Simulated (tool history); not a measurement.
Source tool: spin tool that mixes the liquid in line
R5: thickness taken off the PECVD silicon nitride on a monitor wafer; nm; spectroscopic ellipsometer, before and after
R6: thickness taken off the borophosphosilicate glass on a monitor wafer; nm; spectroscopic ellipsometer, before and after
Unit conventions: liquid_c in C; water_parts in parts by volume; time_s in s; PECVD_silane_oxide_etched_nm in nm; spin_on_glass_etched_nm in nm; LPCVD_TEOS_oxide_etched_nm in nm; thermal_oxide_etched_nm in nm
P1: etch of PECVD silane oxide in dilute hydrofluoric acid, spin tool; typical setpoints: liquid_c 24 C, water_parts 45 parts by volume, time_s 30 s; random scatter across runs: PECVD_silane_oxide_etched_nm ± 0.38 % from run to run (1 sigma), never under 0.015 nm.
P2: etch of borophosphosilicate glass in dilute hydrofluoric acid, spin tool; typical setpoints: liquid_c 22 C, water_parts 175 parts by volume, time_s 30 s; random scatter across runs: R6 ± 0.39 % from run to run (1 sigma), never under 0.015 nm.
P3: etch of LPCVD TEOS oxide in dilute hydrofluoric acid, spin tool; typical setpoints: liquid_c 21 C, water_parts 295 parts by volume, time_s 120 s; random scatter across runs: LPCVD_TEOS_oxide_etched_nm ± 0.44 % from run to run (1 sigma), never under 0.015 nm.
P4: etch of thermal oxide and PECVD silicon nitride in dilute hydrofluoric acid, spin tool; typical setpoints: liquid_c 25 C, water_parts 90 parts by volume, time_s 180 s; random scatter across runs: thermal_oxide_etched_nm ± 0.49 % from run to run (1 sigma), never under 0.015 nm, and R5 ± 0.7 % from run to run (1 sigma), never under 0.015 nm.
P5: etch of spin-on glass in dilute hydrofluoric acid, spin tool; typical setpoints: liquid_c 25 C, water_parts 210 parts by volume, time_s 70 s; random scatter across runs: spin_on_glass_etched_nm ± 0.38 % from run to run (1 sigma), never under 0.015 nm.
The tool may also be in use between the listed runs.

{"run": 1, "hour": 4.6, "process": "P1", "liquid_c": 24, "water_parts": 45, "time_s": 30, "PECVD_silane_oxide_etched_nm": 27.261}
{"run": 2, "hour": 7.0, "process": "P5", "liquid_c": 33, "water_parts": 210, "time_s": 70, "spin_on_glass_etched_nm": 15.746}
{"run": 3, "hour": 9.7, "process": "P5", "liquid_c": 25, "water_parts": 210, "time_s": 105, "spin_on_glass_etched_nm": 17.773}
{"run": 4, "hour": 13.4, "process": "P3", "liquid_c": 21, "water_parts": 295, "time_s": 120, "LPCVD_TEOS_oxide_etched_nm": 11.135}
{"run": 5, "hour": 17.8, "process": "P1", "liquid_c": 24, "water_parts": 45, "time_s": 30, "PECVD_silane_oxide_etched_nm": 26.95}
{"run": 6, "hour": 22.0, "process": "P5", "liquid_c": 25, "water_parts": 210, "time_s": 70, "spin_on_glass_etched_nm": 11.911}
{"run": 7, "hour": 25.5, "process": "P5", "liquid_c": 25, "water_parts": 210, "time_s": 70, "spin_on_glass_etched_nm": 11.838}
{"run": 8, "hour": 29.0, "process": "P3", "liquid_c": 21, "water_parts": 60, "time_s": 120, "LPCVD_TEOS_oxide_etched_nm": 69.064}
{"run": 9, "hour": 32.2, "process": "P3", "liquid_c": 21, "water_parts": 295, "time_s": 15, "LPCVD_TEOS_oxide_etched_nm": 1.3778}
{"run": 10, "hour": 35.1, "process": "P1", "liquid_c": 24, "water_parts": 45, "time_s": 30, "PECVD_silane_oxide_etched_nm": 27.059}
{"run": 11, "hour": 39.3, "process": "P1", "liquid_c": 24, "water_parts": 45, "time_s": 30, "PECVD_silane_oxide_etched_nm": 26.955}
{"run": 12, "hour": 42.2, "process": "P4", "liquid_c": 32.5, "water_parts": 90, "time_s": 180, "thermal_oxide_etched_nm": 12.609, "R5": 6.0159}
{"run": 13, "hour": 45.8, "process": "P4", "liquid_c": 25, "water_parts": 90, "time_s": 80, "thermal_oxide_etched_nm": 4.2336, "R5": 1.6578}
{"run": 14, "hour": 49.1, "process": "P1", "liquid_c": 18, "water_parts": 45, "time_s": 30, "PECVD_silane_oxide_etched_nm": 20.975}
{"run": 15, "hour": 52.2, "process": "P2", "liquid_c": 17, "water_parts": 175, "time_s": 30, "R6": 6.1018}
{"run": 16, "hour": 55.4, "process": "P2", "liquid_c": 22, "water_parts": 175, "time_s": 30, "R6": 7.3795}
{"run": 17, "hour": 58.6, "process": "P2", "liquid_c": 22, "water_parts": 175, "time_s": 15, "R6": 3.6733}
{"run": 18, "hour": 62.0, "process": "P1", "liquid_c": 24, "water_parts": 75, "time_s": 30, "PECVD_silane_oxide_etched_nm": 15.606}
{"run": 19, "hour": 64.5, "process": "P1", "liquid_c": 24, "water_parts": 20, "time_s": 30, "PECVD_silane_oxide_etched_nm": 62.931}
{"run": 20, "hour": 68.9, "process": "P4", "liquid_c": 25, "water_parts": 150, "time_s": 180, "thermal_oxide_etched_nm": 5.2585, "R5": 2.2353}
{"run": 21, "hour": 71.4, "process": "P3", "liquid_c": 21, "water_parts": 295, "time_s": 120, "LPCVD_TEOS_oxide_etched_nm": 11.094}
{"run": 22, "hour": 73.9, "process": "P5", "liquid_c": 25, "water_parts": 45, "time_s": 70, "spin_on_glass_etched_nm": 67.735}
{"run": 23, "hour": 78.4, "process": "P3", "liquid_c": 29, "water_parts": 295, "time_s": 120, "LPCVD_TEOS_oxide_etched_nm": 14.55}
{"run": 24, "hour": 82.3, "process": "P1", "liquid_c": 24, "water_parts": 45, "time_s": 15, "PECVD_silane_oxide_etched_nm": 13.569}
{"run": 25, "hour": 85.3, "process": "P1", "liquid_c": 27.5, "water_parts": 30, "time_s": 30, "PECVD_silane_oxide_etched_nm": 47.936}
{"run": 26, "hour": 87.5, "process": "P1", "liquid_c": 24, "water_parts": 45, "time_s": 30, "PECVD_silane_oxide_etched_nm": 26.902}
{"run": 27, "hour": 90.0, "process": "P1", "liquid_c": 24, "water_parts": 45, "time_s": 55, "PECVD_silane_oxide_etched_nm": 50.068}
{"run": 28, "hour": 92.9, "process": "P1", "liquid_c": 30, "water_parts": 45, "time_s": 30, "PECVD_silane_oxide_etched_nm": 34.691}
{"run": 29, "hour": 95.4, "process": "P2", "liquid_c": 22, "water_parts": 325, "time_s": 30, "R6": 3.4472}
{"run": 30, "hour": 98.5, "process": "P4", "liquid_c": 25, "water_parts": 90, "time_s": 180, "thermal_oxide_etched_nm": 9.426, "R5": 3.7204}
{"run": 31, "hour": 100.9, "process": "P1", "liquid_c": 24, "water_parts": 45, "time_s": 30, "PECVD_silane_oxide_etched_nm": 27.021}
{"run": 32, "hour": 104.7, "process": "P1", "liquid_c": 24, "water_parts": 45, "time_s": 30, "PECVD_silane_oxide_etched_nm": 25.617}
{"run": 33, "hour": 108.9, "process": "P1", "liquid_c": 24, "water_parts": 45, "time_s": 30, "PECVD_silane_oxide_etched_nm": 25.001}
{"run": 34, "hour": 112.1, "process": "P1", "liquid_c": 24, "water_parts": 45, "time_s": 30, "PECVD_silane_oxide_etched_nm": 24.802}
{"run": 35, "hour": 116.5, "process": "P1", "liquid_c": 24, "water_parts": 45, "time_s": 30, "PECVD_silane_oxide_etched_nm": 24.726}
{"run": 36, "hour": 119.2, "process": "P1", "liquid_c": 24, "water_parts": 45, "time_s": 30, "PECVD_silane_oxide_etched_nm": 24.542}
{"run": 37, "hour": 122.1, "process": "P1", "liquid_c": 24, "water_parts": 45, "time_s": 30, "PECVD_silane_oxide_etched_nm": 24.673}

P1 has crept away from where it was. The log is fitted equally well by each of these 2 causes, at the sizes shown:
A: liquid colder than its thermometer reads (K) = 2.38
B: hydrofluoric acid flow below the setpoint (%) = 8.9
The process output started creeping at around hour 100.9.

The 4 check runs listed below each average the results of 2 wafers, and their outcomes are marked with question marks. Under which run would the listed causes produce clearly different results?
{"run": "check 1", "hour": 125.0, "process": "P5", "liquid_c": 25, "water_parts": 75, "time_s": 70, "spin_on_glass_etched_nm": "?"}
{"run": "check 2", "hour": 125.0, "process": "P4", "liquid_c": 29, "water_parts": 115, "time_s": 180, "thermal_oxide_etched_nm": "?", "R5": "?"}
{"run": "check 3", "hour": 125.0, "process": "P3", "liquid_c": 21, "water_parts": 85, "time_s": 55, "LPCVD_TEOS_oxide_etched_nm": "?"}
{"run": "check 4", "hour": 125.0, "process": "P2", "liquid_c": 17, "water_parts": 175, "time_s": 15, "R6": "?"}

Check results expected under each cause:
check=check_1 result=spin_on_glass_etched_nm if_A=35.483 if_B=35.251
check=check_2 result=thermal_oxide_etched_nm if_A=7.6542 if_B=7.5159
check=check_2 result=R5 if_A=3.2332 if_B=3.4236
check=check_3 result=LPCVD_TEOS_oxide_etched_nm if_A=19.754 if_B=19.676
check=check_4 result=R6 if_A=2.7532 if_B=2.721
How far apart the two closest causes lie, in the result that separates them most: check 1 0.66 %; check 2 5.72 %; check 3 0.39 %; check 4 1.18 %
Only in check 2 would the causes give clearly different results; in the remaining checks their results would be nearly the same.

Check 2 has now been run. It gave: thermal_oxide_etched_nm 7.475 nm; R5 3.4044 nm. Which of the candidate causes is it?

The cause is B: hydrofluoric acid flow below the setpoint (%).
